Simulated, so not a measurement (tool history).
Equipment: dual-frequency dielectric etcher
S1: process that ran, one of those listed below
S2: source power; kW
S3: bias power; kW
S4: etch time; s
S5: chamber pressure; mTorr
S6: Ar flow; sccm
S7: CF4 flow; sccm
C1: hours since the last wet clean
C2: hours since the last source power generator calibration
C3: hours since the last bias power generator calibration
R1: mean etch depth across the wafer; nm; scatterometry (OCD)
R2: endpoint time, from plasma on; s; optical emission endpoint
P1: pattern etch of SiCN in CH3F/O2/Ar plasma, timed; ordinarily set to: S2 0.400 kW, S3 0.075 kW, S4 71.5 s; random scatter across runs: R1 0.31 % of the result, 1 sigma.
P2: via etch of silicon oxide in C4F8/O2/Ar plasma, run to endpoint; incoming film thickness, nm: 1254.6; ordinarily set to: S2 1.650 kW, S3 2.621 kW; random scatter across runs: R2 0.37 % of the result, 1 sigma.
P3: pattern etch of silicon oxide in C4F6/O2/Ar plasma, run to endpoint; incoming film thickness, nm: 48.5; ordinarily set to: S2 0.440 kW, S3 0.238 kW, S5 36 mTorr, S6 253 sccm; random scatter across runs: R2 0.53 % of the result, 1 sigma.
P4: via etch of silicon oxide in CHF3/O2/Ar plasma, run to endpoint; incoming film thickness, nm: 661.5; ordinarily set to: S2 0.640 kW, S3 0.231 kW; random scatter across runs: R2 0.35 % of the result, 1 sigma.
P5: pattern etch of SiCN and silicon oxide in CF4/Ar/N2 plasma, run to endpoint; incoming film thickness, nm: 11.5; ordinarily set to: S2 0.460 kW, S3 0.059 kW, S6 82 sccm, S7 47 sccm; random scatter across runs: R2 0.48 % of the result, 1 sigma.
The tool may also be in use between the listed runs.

Run 1, hour 5.2: S1 P1, S2 0.400 kW, S3 0.075 kW, S4 71.5 s; C1 215.9; C2 703.3; C3 831.9. Result: R1 27.239 nm.
Run 2, hour 8.4: S1 P1, S2 0.400 kW, S3 0.075 kW, S4 71.5 s; C1 219.1; C2 706.5; C3 835.1. Result: R1 27.229 nm.
Run 3, hour 14.1: S1 P1, S2 0.400 kW, S3 0.059 kW, S4 71.5 s; C1 224.8; C2 712.2; C3 840.8. Result: R1 25.089 nm.
Run 4, hour 19.8: S1 P3, S2 0.440 kW, S3 0.238 kW, S5 36 mTorr, S6 333 sccm; C1 230.5; C2 717.9; C3 846.5. Result: R2 13.927 s.
Run 5, hour 25.3: S1 P3, S2 0.440 kW, S3 0.238 kW, S5 36 mTorr, S6 253 sccm; C1 236.0; C2 723.4; C3 852.0. Result: R2 13.471 s.
Run 6, hour 29.5: S1 P1, S2 0.400 kW, S3 0.075 kW, S4 56.0 s; C1 240.2; C2 727.6; C3 856.2. Result: R1 21.290 nm.
Run 7, hour 33.4: S1 P1, S2 0.400 kW, S3 0.095 kW, S4 71.5 s; C1 244.1; C2 731.5; C3 860.1. Result: R1 29.688 nm.
Run 8, hour 38.3: S1 P1, S2 0.570 kW, S3 0.075 kW, S4 71.5 s; C1 249.0; C2 736.4; C3 865.0. Result: R1 31.164 nm.
Run 9, hour 41.0: S1 P3, S2 0.440 kW, S3 0.151 kW, S5 36 mTorr, S6 253 sccm; C1 251.7; C2 739.1; C3 867.7. Result: R2 15.530 s.
Run 10, hour 46.5: S1 P5, S2 0.460 kW, S3 0.059 kW, S6 115 sccm, S7 47 sccm; C1 257.2; C2 744.6; C3 873.2. Result: R2 15.190 s.
Run 11, hour 52.2: S1 P5, S2 0.460 kW, S3 0.059 kW, S6 82 sccm, S7 33 sccm; C1 262.9; C2 750.3; C3 878.9. Result: R2 15.040 s.
Run 12, hour 56.7: S1 P4, S2 0.470 kW, S3 0.231 kW; C1 267.4; C2 754.8; C3 883.4. Result: R2 327.740 s.
Run 13, hour 59.9: S1 P5, S2 0.460 kW, S3 0.047 kW, S6 82 sccm, S7 47 sccm; C1 270.6; C2 758.0; C3 886.6. Result: R2 15.290 s.
Run 14, hour 64.6: S1 P2, S2 1.650 kW, S3 2.621 kW; C1 275.3; C2 762.7; C3 891.3. Result: R2 256.490 s.
Run 15, hour 68.5: S1 P4, S2 0.640 kW, S3 0.231 kW; C1 279.2; C2 766.6; C3 895.2. Result: R2 293.260 s.
Run 16, hour 74.5: S1 P2, S2 1.650 kW, S3 3.157 kW; C1 285.2; C2 772.6; C3 901.2. Result: R2 241.790 s.
Run 17, hour 80.0: S1 P4, S2 0.640 kW, S3 0.231 kW; C1 290.7; C2 778.1; C3 906.7. Result: R2 291.170 s.
Run 18, hour 82.8: S1 P1, S2 0.400 kW, S3 0.075 kW, S4 103.0 s; C1 293.5; C2 780.9; C3 909.5. Result: R1 39.226 nm.
Run 19, hour 85.9: S1 P1, S2 0.400 kW, S3 0.075 kW, S4 71.5 s; C1 296.6; C2 784.0; C3 912.6. Result: R1 27.180 nm.
Run 20, hour 90.2: S1 P3, S2 0.440 kW, S3 0.238 kW, S5 36 mTorr, S6 253 sccm; C1 300.9; C2 788.3; C3 916.9. Result: R2 13.570 s.
Run 21, hour 94.8: S1 P4, S2 0.640 kW, S3 0.310 kW; C1 305.5; C2 792.9; C3 921.5. Result: R2 262.770 s.
Run 22, hour 97.8: S1 P1, S2 0.400 kW, S3 0.075 kW, S4 71.5 s; C1 308.5; C2 795.9; C3 924.5. Result: R1 27.179 nm.

Run 23 has not been measured yet. What should we expect?
Run 23, hour 103.8: S1 P5, S2 0.460 kW, S3 0.059 kW, S6 82 sccm, S7 47 sccm; C1 314.5; C2 801.9; C3 930.5. Result: R2 ?.

Run 23 gave R2 14.080 s.
